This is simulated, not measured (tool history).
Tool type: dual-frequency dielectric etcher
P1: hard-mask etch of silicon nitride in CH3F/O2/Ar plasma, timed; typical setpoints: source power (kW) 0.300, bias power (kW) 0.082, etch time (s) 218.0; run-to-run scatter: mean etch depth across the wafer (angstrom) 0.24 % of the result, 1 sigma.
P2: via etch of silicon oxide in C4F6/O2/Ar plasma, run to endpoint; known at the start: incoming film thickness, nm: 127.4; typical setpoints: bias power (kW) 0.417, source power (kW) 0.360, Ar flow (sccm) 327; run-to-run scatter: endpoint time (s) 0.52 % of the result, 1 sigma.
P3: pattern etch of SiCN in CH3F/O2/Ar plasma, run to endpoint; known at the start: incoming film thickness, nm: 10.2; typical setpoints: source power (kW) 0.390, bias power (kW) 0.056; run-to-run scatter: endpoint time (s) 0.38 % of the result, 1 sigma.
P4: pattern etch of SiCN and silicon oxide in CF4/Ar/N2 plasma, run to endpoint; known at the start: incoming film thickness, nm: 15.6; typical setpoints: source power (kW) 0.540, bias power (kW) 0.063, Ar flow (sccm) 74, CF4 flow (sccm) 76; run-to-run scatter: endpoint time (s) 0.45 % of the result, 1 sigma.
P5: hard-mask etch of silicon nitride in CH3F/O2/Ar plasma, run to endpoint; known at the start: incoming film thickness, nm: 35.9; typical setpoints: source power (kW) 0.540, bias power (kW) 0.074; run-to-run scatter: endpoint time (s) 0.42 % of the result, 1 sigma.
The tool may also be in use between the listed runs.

run,hour,process that ran,source power (kW),bias power (kW),etch time (s),Ar flow (sccm),CF4 flow (sccm),hours since the last wet clean,hours since the last source power generator calibration,hours since the last bias power generator calibration,mean etch depth across the wafer (angstrom),endpoint time (s)
1,11.5,P1,0.300,0.082,218.0,,,302.9,2324.5,294.3,1432.00,
2,26.8,P3,0.390,0.074,,,,318.2,2339.8,309.6,,27.390
3,34.4,P4,0.540,0.063,,48,76,325.8,2347.4,317.2,,14.471
4,44.7,P4,0.710,0.063,,74,76,336.1,2357.7,327.5,,12.077
5,56.4,P1,0.210,0.082,218.0,,,347.8,2369.4,339.2,1251.20,
6,70.3,P4,0.540,0.063,,74,76,361.7,2383.3,353.1,,15.349
7,84.6,P1,0.300,0.065,156.5,,,376.0,2397.6,367.4,946.16,
8,96.4,P1,0.300,0.082,218.0,,,387.8,2409.4,379.2,1436.50,
9,111.2,P4,0.540,0.063,,74,76,402.6,2424.2,394.0,,15.221
10,125.2,P1,0.300,0.106,218.0,,,416.6,2438.2,408.0,1585.20,
11,139.6,P1,0.300,0.082,131.0,,,431.0,2452.6,422.4,861.39,
12,153.8,P2,0.360,0.417,,327,,445.2,2466.8,436.6,,32.900
13,167.1,P2,0.360,0.417,,410,,458.5,2480.1,449.9,,33.466
14,181.4,P1,0.300,0.082,218.0,,,472.8,2494.4,464.2,1436.40,
15,189.8,P5,0.540,0.098,,,,481.2,2502.8,472.6,,41.239
16,199.3,P1,0.300,0.082,218.0,,,490.7,2512.3,482.1,1430.20,
17,207.2,P1,0.190,0.068,218.0,,,498.6,2520.2,490.0,1131.80,
18,219.2,P2,0.470,0.417,,327,,510.6,2532.2,502.0,,29.437
# hour 226.0: wet clean of the chamber
19,228.6,P4,0.540,0.037,,74,76,2.7,2541.6,511.4,,17.843
20,240.8,P1,0.300,0.082,218.0,,,14.9,2553.8,523.6,1426.20,
21,250.6,P2,0.360,0.417,,327,,24.7,2563.6,533.4,,32.574
22,266.0,P3,0.390,0.056,,,,40.1,2579.0,548.8,,30.136
23,277.4,P1,0.300,0.054,218.0,,,51.5,2590.4,560.2,1238.70,
24,284.9,P4,0.540,0.063,,74,108,59.0,2597.9,567.7,,14.705
25,297.1,P2,0.360,0.583,,327,,71.2,2610.1,579.9,,28.963
26,304.4,P1,0.300,0.082,218.0,,,78.5,2617.4,587.2,1429.30,
27,312.9,P1,0.380,0.082,274.0,,,87.0,2625.9,595.7,1977.80,
28,328.0,P5,0.320,0.074,,,,102.1,2641.0,610.8,,55.846
29,338.1,P5,0.540,0.074,,,,112.2,2651.1,620.9,,45.777
30,351.6,P1,0.430,0.082,218.0,,,125.7,2664.6,634.4,1637.20,
31,365.3,P5,0.540,0.074,,,,139.4,2678.3,648.1,,45.691
32,381.0,P1,0.300,0.082,315.5,,,155.1,2694.0,663.8,2083.60,
33,390.0,P3,0.390,0.056,,,,164.1,2703.0,672.8,,30.138
34,397.7,P3,0.500,0.056,,,,171.8,2710.7,680.5,,27.304
35,406.5,P1,0.300,0.082,218.0,,,180.6,2719.5,689.3,1437.20,
36,417.1,P1,0.300,0.082,218.0,,,191.2,2730.1,699.9,1433.20,
37,426.4,P1,0.300,0.082,218.0,,,200.5,2739.4,709.2,1428.60,
38,442.2,P1,0.300,0.082,218.0,,,216.3,2755.2,725.0,1416.80,
39,453.9,P1,0.300,0.082,218.0,,,228.0,2766.9,736.7,1416.30,
# hour 461.8: wet clean of the chamber
40,463.1,P1,0.300,0.082,218.0,,,1.3,2776.1,745.9,1418.00,
41,472.6,P1,0.300,0.082,218.0,,,10.8,2785.6,755.4,1414.40,
42,487.7,P1,0.300,0.082,218.0,,,25.9,2800.7,770.5,1415.60,

P1 no longer gives what it gave before; its output has crept away from where it was. The following 2 causes, each at its listed size, fit the log equally well:
A: source power that arrives under what is set, % = 3.44
B: bias power that arrives under what is set, % = 3.58
Creep in the process output first set in at about hour 417.1.
Each remaining cause and why it is not a fit:
chamber walls in a state that lowers the etch rate, %: work on it at hour 461.8, done after the drift set in, did not restore what the process gave before

The list below offers 4 check runs, each averaging the results of 2 wafers, and shows each result as a question mark. For which of them would the listed causes give clearly different results?
check 1,502.8,P5,0.330,0.092,,,,,,,,?
check 2,502.8,P4,0.540,0.040,,51,76,,,,,?
check 3,502.8,P3,0.460,0.056,,,,,,,,?
check 4,502.8,P2,0.420,0.417,,327,,,,,,?

Check results expected under each cause:
check,result,if A,if B
check 1,endpoint time (s),51.474,51.487
check 2,endpoint time (s),17.068,16.685
check 3,endpoint time (s),28.658,28.616
check 4,endpoint time (s),31.364,31.369
Minimum pairwise separation of causes per check, each pair taken at its best-separating result: check 1 0.03 %; check 2 2.27 %; check 3 0.15 %; check 4 0.02 %
The other checks would show nearly matching results whichever cause is true, so check 2 is the only one that separates the causes.

Check 2 has now been run. It gave: endpoint time (s) 17.087. Which of the candidate causes is it?

The cause is A: source power that arrives under what is set, %.

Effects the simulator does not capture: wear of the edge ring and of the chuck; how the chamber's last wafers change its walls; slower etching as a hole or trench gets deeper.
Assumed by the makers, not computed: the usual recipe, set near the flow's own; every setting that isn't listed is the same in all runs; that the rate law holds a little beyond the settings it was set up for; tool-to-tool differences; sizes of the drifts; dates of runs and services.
